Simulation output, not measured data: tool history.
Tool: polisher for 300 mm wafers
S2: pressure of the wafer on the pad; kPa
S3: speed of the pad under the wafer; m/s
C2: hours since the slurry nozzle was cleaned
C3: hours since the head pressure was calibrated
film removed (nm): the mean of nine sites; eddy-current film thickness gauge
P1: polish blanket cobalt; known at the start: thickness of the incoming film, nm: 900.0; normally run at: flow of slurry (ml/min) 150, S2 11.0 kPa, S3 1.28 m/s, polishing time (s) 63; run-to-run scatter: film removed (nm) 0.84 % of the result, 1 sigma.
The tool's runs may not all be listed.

{"run": 1, "hour": 6.2, "flow of slurry (ml/min)": 150, "S2": 11.0, "S3": 1.28, "polishing time (s)": 63, "wafers polished on this pad": 651, "C2": 354.4, "C3": 207.7, "film removed (nm)": 283.99}
{"run": 2, "hour": 10.3, "flow of slurry (ml/min)": 150, "S2": 6.2, "S3": 1.28, "polishing time (s)": 63, "wafers polished on this pad": 679, "C2": 358.5, "C3": 211.8, "film removed (nm)": 158.61}
{"run": 3, "hour": 17.9, "flow of slurry (ml/min)": 150, "S2": 11.0, "S3": 1.28, "polishing time (s)": 63, "wafers polished on this pad": 733, "C2": 366.1, "C3": 219.4, "film removed (nm)": 279.35}
{"run": 4, "hour": 22.1, "flow of slurry (ml/min)": 150, "S2": 11.0, "S3": 1.28, "polishing time (s)": 63, "wafers polished on this pad": 762, "C2": 370.3, "C3": 223.6, "film removed (nm)": 282.12}
{"run": 5, "hour": 28.3, "flow of slurry (ml/min)": 200, "S2": 11.0, "S3": 1.28, "polishing time (s)": 63, "wafers polished on this pad": 805, "C2": 376.5, "C3": 229.8, "film removed (nm)": 295.69}
{"run": 6, "hour": 33.1, "flow of slurry (ml/min)": 185, "S2": 11.0, "S3": 1.6, "polishing time (s)": 63, "wafers polished on this pad": 839, "C2": 381.3, "C3": 234.6, "film removed (nm)": 359.12}
{"run": 7, "hour": 40.6, "flow of slurry (ml/min)": 150, "S2": 11.0, "S3": 1.28, "polishing time (s)": 63, "wafers polished on this pad": 891, "C2": 388.8, "C3": 242.1, "film removed (nm)": 283.73}
{"run": 8, "hour": 48.4, "flow of slurry (ml/min)": 150, "S2": 11.0, "S3": 1.28, "polishing time (s)": 36, "wafers polished on this pad": 946, "C2": 396.6, "C3": 249.9, "film removed (nm)": 161.69}
{"run": 9, "hour": 55.4, "flow of slurry (ml/min)": 150, "S2": 11.0, "S3": 2.02, "polishing time (s)": 63, "wafers polished on this pad": 995, "C2": 403.6, "C3": 256.9, "film removed (nm)": 446.57}
{"run": 10, "hour": 61.5, "flow of slurry (ml/min)": 150, "S2": 11.0, "S3": 1.28, "polishing time (s)": 63, "wafers polished on this pad": 1038, "C2": 409.7, "C3": 263.0, "film removed (nm)": 284.35}
{"run": 11, "hour": 69.3, "flow of slurry (ml/min)": 150, "S2": 11.0, "S3": 1.28, "polishing time (s)": 63, "wafers polished on this pad": 1092, "C2": 417.5, "C3": 270.8, "film removed (nm)": 277.31}
{"run": 12, "hour": 74.8, "flow of slurry (ml/min)": 150, "S2": 11.0, "S3": 0.58, "polishing time (s)": 63, "wafers polished on this pad": 1131, "C2": 423.0, "C3": 276.3, "film removed (nm)": 127.29}
{"run": 13, "hour": 81.8, "flow of slurry (ml/min)": 90, "S2": 11.0, "S3": 1.28, "polishing time (s)": 63, "wafers polished on this pad": 1180, "C2": 430.0, "C3": 283.3, "film removed (nm)": 248.8}
{"run": 14, "hour": 85.7, "flow of slurry (ml/min)": 150, "S2": 11.0, "S3": 1.28, "polishing time (s)": 80, "wafers polished on this pad": 1207, "C2": 433.9, "C3": 287.2, "film removed (nm)": 357.7}
{"run": 15, "hour": 92.2, "flow of slurry (ml/min)": 150, "S2": 15.9, "S3": 1.28, "polishing time (s)": 63, "wafers polished on this pad": 1253, "C2": 440.4, "C3": 293.7, "film removed (nm)": 404.49}
{"run": 16, "hour": 96.6, "flow of slurry (ml/min)": 150, "S2": 11.0, "S3": 1.28, "polishing time (s)": 63, "wafers polished on this pad": 1283, "C2": 444.8, "C3": 298.1, "film removed (nm)": 286.05}
{"run": 17, "hour": 103.3, "flow of slurry (ml/min)": 150, "S2": 11.0, "S3": 1.28, "polishing time (s)": 63, "wafers polished on this pad": 1330, "C2": 451.5, "C3": 304.8, "film removed (nm)": 269.2}
{"run": 18, "hour": 108.1, "flow of slurry (ml/min)": 150, "S2": 11.0, "S3": 1.28, "polishing time (s)": 63, "wafers polished on this pad": 1364, "C2": 456.3, "C3": 309.6, "film removed (nm)": 269.61}
{"run": 19, "hour": 114.9, "flow of slurry (ml/min)": 150, "S2": 11.0, "S3": 1.28, "polishing time (s)": 63, "wafers polished on this pad": 1411, "C2": 463.1, "C3": 316.4, "film removed (nm)": 261.69}
{"hour": 119.0, "done": "worn pad replaced by a new one"}
{"run": 20, "hour": 120.3, "flow of slurry (ml/min)": 150, "S2": 11.0, "S3": 1.28, "polishing time (s)": 63, "wafers polished on this pad": 9, "C2": 468.5, "C3": 321.8, "film removed (nm)": 259.23}
{"run": 21, "hour": 125.3, "flow of slurry (ml/min)": 150, "S2": 11.0, "S3": 1.28, "polishing time (s)": 63, "wafers polished on this pad": 44, "C2": 473.5, "C3": 326.8, "film removed (nm)": 260.76}
{"run": 22, "hour": 133.2, "flow of slurry (ml/min)": 150, "S2": 11.0, "S3": 1.28, "polishing time (s)": 63, "wafers polished on this pad": 99, "C2": 481.4, "C3": 334.7, "film removed (nm)": 254.72}
{"run": 23, "hour": 141.2, "flow of slurry (ml/min)": 150, "S2": 11.0, "S3": 1.28, "polishing time (s)": 63, "wafers polished on this pad": 155, "C2": 489.4, "C3": 342.7, "film removed (nm)": 253.38}
{"run": 24, "hour": 149.2, "flow of slurry (ml/min)": 150, "S2": 11.0, "S3": 1.28, "polishing time (s)": 63, "wafers polished on this pad": 211, "C2": 497.4, "C3": 350.7, "film removed (nm)": 257.59}

What P1 gives has crept away from where it was. These 2 causes fit the log equally well, each at the size given:
A: slurry flow missing at the pad, % = 35.6
B: head's pressure below its setpoint, % = 8.9
The creep began at about hour 96.6.
Why every other cause is out:
removal rate lost through wear of the pad, %: serviced at hour 119.0, which brought nothing back

4 check runs are offered, each on 2 wafers whose results are averaged, their results left as question marks. Which one tells the causes apart?
{"run": "check 1", "hour": 157.2, "flow of slurry (ml/min)": 150, "S2": 11.0, "S3": 0.96, "polishing time (s)": 63, "film removed (nm)": "?"}
{"run": "check 2", "hour": 157.2, "flow of slurry (ml/min)": 150, "S2": 15.2, "S3": 1.28, "polishing time (s)": 63, "film removed (nm)": "?"}
{"run": "check 3", "hour": 157.2, "flow of slurry (ml/min)": 90, "S2": 11.0, "S3": 1.02, "polishing time (s)": 63, "film removed (nm)": "?"}
{"run": "check 4", "hour": 157.2, "flow of slurry (ml/min)": 150, "S2": 11.0, "S3": 0.88, "polishing time (s)": 63, "film removed (nm)": "?"}

What each check would give under each cause:
check=check_1 result=film_removed_(nm) if_A=192.10 if_B=192.07
check=check_2 result=film_removed_(nm) if_A=352.19 if_B=352.14
check=check_3 result=film_removed_(nm) if_A=173.28 if_B=182.51
check=check_4 result=film_removed_(nm) if_A=176.10 if_B=176.07
How far apart the two closest causes lie, in the result that separates them most: check 1 0.02 %; check 2 0.02 %; check 3 5.18 %; check 4 0.02 %
Only check 3 tells the causes apart: in the others they would give nearly the same result.

Check 3 was then run and gave: film removed (nm) 182.27. Which cause is it?

It is B: head's pressure below its setpoint, %.
